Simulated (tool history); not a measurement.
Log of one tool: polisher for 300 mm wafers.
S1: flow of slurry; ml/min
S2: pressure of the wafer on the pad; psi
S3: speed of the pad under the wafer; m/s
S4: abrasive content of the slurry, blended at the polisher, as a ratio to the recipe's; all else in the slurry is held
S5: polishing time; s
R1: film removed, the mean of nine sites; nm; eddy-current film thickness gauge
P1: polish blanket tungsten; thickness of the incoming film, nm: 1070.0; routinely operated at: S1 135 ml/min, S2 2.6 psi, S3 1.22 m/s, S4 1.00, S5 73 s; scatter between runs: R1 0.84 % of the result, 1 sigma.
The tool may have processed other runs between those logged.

run	hour	S1	S2	S3	S4	S5	R1
1	13.0	135	2.6	1.22	1.00	73	239.44
2	30.9	135	2.6	1.22	1.00	73	237.99
3	43.9	180	2.6	1.22	1.00	53	182.39
4	55.9	135	2.6	1.22	1.00	73	238.21
5	70.1	135	2.6	1.22	0.55	73	206.44
6	87.6	135	2.6	1.88	1.00	73	366.78
7	99.7	135	2.6	1.22	1.00	73	238.08
8	115.2	135	2.6	1.22	1.00	73	235.70
9	130.9	190	2.6	1.22	1.00	46	158.72
10	144.1	135	4.0	1.22	1.00	73	369.77
11	156.5	135	2.6	1.22	1.00	73	234.67
12	173.0	135	1.7	1.22	1.00	73	153.64
13	181.5	135	2.6	0.58	1.00	73	113.13
14	192.7	210	2.6	1.22	1.00	73	253.73
15	208.5	135	2.6	1.22	1.00	99	318.99
16	218.9	135	2.6	1.22	1.00	33	107.21
17	229.4	135	2.6	1.22	1.45	73	258.11
18	244.3	80	2.6	1.22	1.00	73	208.99
19	255.0	135	2.6	1.22	1.00	73	238.26
20	268.2	135	2.6	1.22	1.00	73	235.07
21	285.7	135	2.6	1.22	1.00	73	231.49
22	296.4	135	2.6	1.22	1.00	73	226.97
23	307.7	135	2.6	1.22	1.00	73	219.92
24	323.6	135	2.6	1.22	1.00	73	219.58
# hour 327.3: head pressure recalibrated
# hour 340.6: worn pad replaced by a new one
25	340.9	135	2.6	1.22	1.00	73	214.29
26	352.1	135	2.6	1.22	1.00	73	219.70

Predict the results of run 27:
27	361.4	135	2.6	1.22	1.00	73	?

R1: 213.12 nm

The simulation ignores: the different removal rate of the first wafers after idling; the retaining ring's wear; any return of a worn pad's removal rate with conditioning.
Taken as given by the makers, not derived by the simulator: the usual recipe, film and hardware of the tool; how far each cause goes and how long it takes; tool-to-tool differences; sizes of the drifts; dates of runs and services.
